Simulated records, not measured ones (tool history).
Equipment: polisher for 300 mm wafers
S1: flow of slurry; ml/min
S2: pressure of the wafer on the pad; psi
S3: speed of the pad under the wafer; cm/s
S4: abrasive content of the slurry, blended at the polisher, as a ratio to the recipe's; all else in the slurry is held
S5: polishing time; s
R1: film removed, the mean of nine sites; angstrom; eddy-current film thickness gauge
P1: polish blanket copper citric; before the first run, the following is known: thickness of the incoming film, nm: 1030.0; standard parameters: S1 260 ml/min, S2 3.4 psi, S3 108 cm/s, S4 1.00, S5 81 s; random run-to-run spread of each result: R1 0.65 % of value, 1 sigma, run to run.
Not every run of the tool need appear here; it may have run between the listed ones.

{"run": 1, "hour": 6.8, "S1": 260, "S2": 3.4, "S3": 108, "S4": 1.0, "S5": 81, "R1": 2150.2}
{"run": 2, "hour": 10.9, "S1": 350, "S2": 3.4, "S3": 108, "S4": 1.0, "S5": 81, "R1": 2217.1}
{"run": 3, "hour": 19.0, "S1": 260, "S2": 3.4, "S3": 108, "S4": 1.0, "S5": 108, "R1": 2864.1}
{"run": 4, "hour": 23.9, "S1": 155, "S2": 3.4, "S3": 108, "S4": 1.0, "S5": 81, "R1": 2012.4}
{"run": 5, "hour": 29.5, "S1": 260, "S2": 3.4, "S3": 108, "S4": 1.0, "S5": 43, "R1": 1144.4}
{"run": 6, "hour": 36.3, "S1": 260, "S2": 3.4, "S3": 70, "S4": 1.0, "S5": 81, "R1": 1394.9}
{"run": 7, "hour": 43.6, "S1": 260, "S2": 3.4, "S3": 108, "S4": 0.55, "S5": 81, "R1": 1918.1}
{"run": 8, "hour": 49.1, "S1": 155, "S2": 2.0, "S3": 108, "S4": 1.0, "S5": 81, "R1": 1200.2}
{"run": 9, "hour": 53.9, "S1": 260, "S2": 3.4, "S3": 108, "S4": 1.0, "S5": 81, "R1": 2159.6}
{"run": 10, "hour": 60.0, "S1": 260, "S2": 1.7, "S3": 108, "S4": 1.0, "S5": 81, "R1": 1108.0}
{"run": 11, "hour": 65.1, "S1": 260, "S2": 3.4, "S3": 108, "S4": 1.0, "S5": 81, "R1": 2162.7}
{"run": 12, "hour": 72.6, "S1": 155, "S2": 3.4, "S3": 108, "S4": 1.0, "S5": 41, "R1": 1027.0}
{"run": 13, "hour": 77.2, "S1": 260, "S2": 4.6, "S3": 108, "S4": 1.0, "S5": 81, "R1": 2878.9}
{"run": 14, "hour": 83.6, "S1": 260, "S2": 3.4, "S3": 108, "S4": 1.0, "S5": 81, "R1": 2156.1}
{"run": 15, "hour": 92.0, "S1": 260, "S2": 3.4, "S3": 108, "S4": 1.0, "S5": 81, "R1": 2157.4}
{"run": 16, "hour": 96.8, "S1": 260, "S2": 3.4, "S3": 108, "S4": 1.4, "S5": 81, "R1": 2313.8}
{"run": 17, "hour": 103.0, "S1": 260, "S2": 3.4, "S3": 164, "S4": 1.0, "S5": 81, "R1": 3246.1}
{"run": 18, "hour": 107.8, "S1": 260, "S2": 3.4, "S3": 108, "S4": 1.0, "S5": 81, "R1": 2176.9}
{"run": 19, "hour": 113.6, "S1": 260, "S2": 3.4, "S3": 108, "S4": 1.0, "S5": 81, "R1": 2165.8}
{"run": 20, "hour": 121.9, "S1": 260, "S2": 3.4, "S3": 108, "S4": 1.0, "S5": 81, "R1": 2164.9}
{"run": 21, "hour": 129.6, "S1": 260, "S2": 3.4, "S3": 108, "S4": 1.0, "S5": 81, "R1": 2092.2}
{"run": 22, "hour": 134.5, "S1": 260, "S2": 3.4, "S3": 108, "S4": 1.0, "S5": 81, "R1": 2043.8}
{"run": 23, "hour": 141.7, "S1": 260, "S2": 3.4, "S3": 108, "S4": 1.0, "S5": 81, "R1": 2044.7}
{"hour": 144.4, "done": "slurry blender recalibrated"}
{"hour": 145.6, "done": "head pressure recalibrated"}
{"run": 24, "hour": 146.3, "S1": 260, "S2": 3.4, "S3": 108, "S4": 1.0, "S5": 81, "R1": 2026.1}
{"run": 25, "hour": 153.2, "S1": 260, "S2": 3.4, "S3": 108, "S4": 1.0, "S5": 81, "R1": 2057.6}
{"run": 26, "hour": 157.4, "S1": 260, "S2": 3.4, "S3": 108, "S4": 1.0, "S5": 81, "R1": 2027.5}
{"run": 27, "hour": 163.5, "S1": 260, "S2": 3.4, "S3": 108, "S4": 1.0, "S5": 81, "R1": 2012.8}

The output of P1 has drifted from where it used to be. Each of the 2 causes below, taken at the size shown beside it, accounts for the log equally well:
A: slurry flow missing at the pad, % = 37.3
B: removal rate lost through wear of the pad, % = 5.91
The drift started at roughly hour 121.9.
The rest of the possible causes, and what rules out each one:
head's pressure below its setpoint, %: serviced after onset, at hour 145.6, with no recovery of the prior output
abrasive missing from the slurry, %: serviced after onset, at hour 144.4, with no recovery of the prior output

Below are 4 check runs, each averaged over 2 wafers, with their results shown as question marks. Which of them would give clearly different results depending on which cause is behind the drift?
{"run": "check 1", "hour": 169.6, "S1": 260, "S2": 3.4, "S3": 108, "S4": 0.7, "S5": 81, "R1": "?"}
{"run": "check 2", "hour": 169.6, "S1": 155, "S2": 3.4, "S3": 132, "S4": 1.0, "S5": 81, "R1": "?"}
{"run": "check 3", "hour": 169.6, "S1": 260, "S2": 2.7, "S3": 108, "S4": 1.0, "S5": 81, "R1": "?"}
{"run": "check 4", "hour": 169.6, "S1": 260, "S2": 3.4, "S3": 108, "S4": 1.4, "S5": 81, "R1": "?"}

How each check would come out, cause by cause:
check=check_1 result=R1 if_A=1884.9 if_B=1884.7
check=check_2 result=R1 if_A=2224.2 if_B=2308.3
check=check_3 result=R1 if_A=1621.4 if_B=1621.2
check=check_4 result=R1 if_A=2186.3 if_B=2186.1
Separation of the two closest causes in each check, using whichever result separates them best: check 1 0.01 %; check 2 3.71 %; check 3 0.01 %; check 4 0.01 %
Only in check 2 would the causes give clearly different results; in the remaining checks their results would be nearly the same.

After running check 2, the following was obtained: R1 2296.9 angstrom. Which cause does this point to?

B is the cause: removal rate lost through wear of the pad, %.

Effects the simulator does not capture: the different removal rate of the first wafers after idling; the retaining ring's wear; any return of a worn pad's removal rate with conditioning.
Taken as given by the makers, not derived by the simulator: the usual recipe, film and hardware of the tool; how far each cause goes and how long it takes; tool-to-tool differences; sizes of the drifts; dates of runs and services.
